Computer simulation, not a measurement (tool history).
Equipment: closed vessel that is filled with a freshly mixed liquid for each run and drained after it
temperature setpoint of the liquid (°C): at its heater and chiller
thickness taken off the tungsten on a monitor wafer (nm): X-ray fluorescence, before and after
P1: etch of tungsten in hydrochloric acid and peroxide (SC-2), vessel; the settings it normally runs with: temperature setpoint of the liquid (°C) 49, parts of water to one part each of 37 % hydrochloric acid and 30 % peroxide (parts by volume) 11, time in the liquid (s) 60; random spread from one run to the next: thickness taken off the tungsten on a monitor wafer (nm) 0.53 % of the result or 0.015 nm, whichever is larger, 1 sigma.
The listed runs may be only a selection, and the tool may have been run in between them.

run,hour,temperature setpoint of the liquid (°C),parts of water to one part each of 37 % hydrochloric acid and 30 % peroxide (parts by volume),time in the liquid (s),hours since the thermometer was replaced,hours since the chemicals flow meter was replaced,hours since the drum of peroxide was connected,thickness taken off the tungsten on a monitor wafer (nm)
1,14.8,49,11,60,1577.2,415.4,491,11.354
2,30.3,49,11,30,1592.7,430.9,506.5,5.6947
3,40.5,49,11,60,1602.9,441.1,516.7,11.324
4,53.9,49,11,60,1616.3,454.5,530.1,11.419
5,61.6,60,4,60,1624,462.2,537.8,50.931
6,77.3,49,11,60,1639.7,477.9,553.5,11.385
7,91.4,49,11,60,1653.8,492,567.6,11.33
8,107.9,49,18.5,60,1670.3,508.5,584.1,7.2766
9,120.9,49,11,60,1683.3,521.5,597.1,11.443
10,136.2,49,11,110,1698.6,536.8,612.4,20.857
11,152.2,58.5,11,60,1714.6,552.8,628.4,21.23
12,164.7,49,4,60,1727.1,565.3,640.9,24.452
# hour 166.3: chemicals flow meter replaced
13,180.8,49,11,60,1743.2,14.5,657,11.417
14,193.1,35,11,60,1755.5,26.8,669.3,4.2351
15,206.6,49,11,60,1769,40.3,682.8,11.408
16,222.4,49,11,60,1784.8,56.1,698.6,11.746
17,237.4,49,11,60,1799.8,71.1,713.6,12.069
18,250,49,11,60,1812.4,83.7,726.2,12.226
19,261.1,49,11,60,1823.5,94.8,737.3,12.238

What does the tool deliver on the next run?
20,274.2,49,11,60,1836.6,107.9,750.4,?

thickness taken off the tungsten on a monitor wafer (nm): 12.326
